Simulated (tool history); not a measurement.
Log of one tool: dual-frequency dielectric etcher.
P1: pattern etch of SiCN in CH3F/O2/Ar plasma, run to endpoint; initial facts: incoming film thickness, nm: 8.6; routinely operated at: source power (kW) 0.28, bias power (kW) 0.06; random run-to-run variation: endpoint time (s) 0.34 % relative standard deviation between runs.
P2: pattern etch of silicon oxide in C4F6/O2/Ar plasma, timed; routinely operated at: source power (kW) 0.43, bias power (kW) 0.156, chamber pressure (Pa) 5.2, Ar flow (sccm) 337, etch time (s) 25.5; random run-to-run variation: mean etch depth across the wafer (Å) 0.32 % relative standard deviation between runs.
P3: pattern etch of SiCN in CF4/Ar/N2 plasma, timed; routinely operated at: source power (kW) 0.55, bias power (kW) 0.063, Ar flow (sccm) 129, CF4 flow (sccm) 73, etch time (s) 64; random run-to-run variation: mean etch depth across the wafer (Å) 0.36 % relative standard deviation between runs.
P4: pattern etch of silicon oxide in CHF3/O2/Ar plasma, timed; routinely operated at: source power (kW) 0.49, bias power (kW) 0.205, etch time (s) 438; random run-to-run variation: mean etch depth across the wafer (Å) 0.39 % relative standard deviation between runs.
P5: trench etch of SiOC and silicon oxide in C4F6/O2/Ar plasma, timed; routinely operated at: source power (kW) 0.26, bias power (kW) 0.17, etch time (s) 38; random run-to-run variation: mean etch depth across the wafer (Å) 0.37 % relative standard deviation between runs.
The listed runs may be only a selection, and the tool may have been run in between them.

| run | day | process that ran | source power (kW) | bias power (kW) | Ar flow (sccm) | CF4 flow (sccm) | etch time (s) | chamber pressure (Pa) | hours since the last wet clean | hours since the last source power generator calibration | hours since the last bias power generator calibration | endpoint time (s) | mean etch depth across the wafer (Å) |
|---|---|---|---|---|---|---|---|---|---|---|---|---|---|
| 1 | 0.462 | P1 | 0.28 | 0.06 |  |  |  |  | 120.5 | 346.5 | 781.3 | 27.936 |  |
| 2 | 0.821 | P1 | 0.28 | 0.06 |  |  |  |  | 129.1 | 355.1 | 789.9 | 27.967 |  |
| 3 | 1.054 | P1 | 0.2 | 0.06 |  |  |  |  | 134.7 | 360.7 | 795.5 | 31.767 |  |
| 4 | 1.533 | P3 | 0.55 | 0.063 | 129 | 99 | 64 |  | 146.2 | 372.2 | 807 |  | 632.02 |
| 5 | 2.025 | P1 | 0.28 | 0.06 |  |  |  |  | 158 | 384 | 818.8 | 27.964 |  |
| 6 | 2.254 | P1 | 0.37 | 0.06 |  |  |  |  | 163.5 | 389.5 | 824.3 | 25.014 |  |
| 7 | 2.533 | P5 | 0.26 | 0.17 |  |  | 55.5 |  | 170.2 | 396.2 | 831 |  | 892.97 |
| 8 | 2.95 | P1 | 0.28 | 0.06 |  |  |  |  | 180.2 | 406.2 | 841 | 27.959 |  |
| 9 | 3.35 | P4 | 0.49 | 0.205 |  |  | 438 |  | 189.8 | 415.8 | 850.6 |  | 8511.6 |
|  | 3.617 | bias power generator calibrated |
| 10 | 3.696 | P1 | 0.28 | 0.041 |  |  |  |  | 198.1 | 424.1 | 2 | 31.638 |  |
| 11 | 4.004 | P2 | 0.43 | 0.156 | 337 |  | 25.5 | 5.2 | 205.5 | 431.5 | 9.4 |  | 752.67 |
| 12 | 4.371 | P3 | 0.55 | 0.063 | 129 | 73 | 84 |  | 214.3 | 440.3 | 18.2 |  | 785.3 |
| 13 | 4.812 | P3 | 0.55 | 0.037 | 129 | 73 | 64 |  | 224.9 | 450.9 | 28.8 |  | 507.05 |
| 14 | 5.196 | P2 | 0.43 | 0.156 | 416 |  | 25.5 | 5.2 | 234.1 | 460.1 | 38 |  | 731.88 |
| 15 | 5.425 | P5 | 0.26 | 0.17 |  |  | 38 |  | 239.6 | 465.6 | 43.5 |  | 608.26 |
| 16 | 5.658 | P3 | 0.55 | 0.063 | 176 | 73 | 64 |  | 245.2 | 471.2 | 49.1 |  | 568.74 |
| 17 | 5.925 | P2 | 0.43 | 0.156 | 337 |  | 25.5 | 7 | 251.6 | 477.6 | 55.5 |  | 724.98 |
| 18 | 6.379 | P5 | 0.26 | 0.17 |  |  | 38 |  | 262.5 | 488.5 | 66.4 |  | 613.47 |
| 19 | 6.621 | P4 | 0.49 | 0.205 |  |  | 438 |  | 268.3 | 494.3 | 72.2 |  | 8521.6 |
| 20 | 7.042 | P2 | 0.43 | 0.156 | 337 |  | 25.5 | 5.2 | 278.4 | 504.4 | 82.3 |  | 749.03 |
| 21 | 7.521 | P1 | 0.22 | 0.08 |  |  |  |  | 289.9 | 515.9 | 93.8 | 27.524 |  |
| 22 | 7.858 | P2 | 0.43 | 0.156 | 337 |  | 34 | 5.2 | 298 | 524 | 101.9 |  | 1001.6 |
| 23 | 8.104 | P4 | 0.49 | 0.275 |  |  | 438 |  | 303.9 | 529.9 | 107.8 |  | 9540.6 |
| 24 | 8.588 | P1 | 0.28 | 0.06 |  |  |  |  | 315.5 | 541.5 | 119.4 | 28 |  |
| 25 | 8.858 | P5 | 0.19 | 0.17 |  |  | 38 |  | 322 | 548 | 125.9 |  | 542.65 |
| 26 | 9.338 | P4 | 0.29 | 0.205 |  |  | 438 |  | 333.5 | 559.5 | 137.4 |  | 7049.8 |
| 27 | 9.742 | P5 | 0.26 | 0.107 |  |  | 38 |  | 343.2 | 569.2 | 147.1 |  | 528.93 |
| 28 | 10.017 | P4 | 0.49 | 0.205 |  |  | 657 |  | 349.8 | 575.8 | 153.7 |  | 12859 |
| 29 | 10.329 | P3 | 0.55 | 0.063 | 129 | 73 | 64 |  | 357.3 | 583.3 | 161.2 |  | 600.75 |
| 30 | 10.775 | P2 | 0.56 | 0.156 | 337 |  | 25.5 | 5.2 | 368 | 594 | 171.9 |  | 833.1 |
| 31 | 11.029 | P1 | 0.28 | 0.074 |  |  |  |  | 374.1 | 600.1 | 178 | 25.968 |  |
| 32 | 11.521 | P1 | 0.28 | 0.06 |  |  |  |  | 385.9 | 611.9 | 189.8 | 27.734 |  |
| 33 | 11.946 | P2 | 0.43 | 0.187 | 337 |  | 25.5 | 5.2 | 396.1 | 622.1 | 200 |  | 796.58 |
| 34 | 12.438 | P3 | 0.66 | 0.063 | 129 | 73 | 64 |  | 407.9 | 633.9 | 211.8 |  | 706.8 |
| 35 | 12.783 | P1 | 0.28 | 0.06 |  |  |  |  | 416.2 | 642.2 | 220.1 | 27.832 |  |

Run 36, settings as shown, results not yet in. Your forecast:
| 36 | 13.212 | P1 | 0.28 | 0.06 |  |  |  |  | 426.5 | 652.5 | 230.4 | ? |  |

endpoint time (s): 28.233
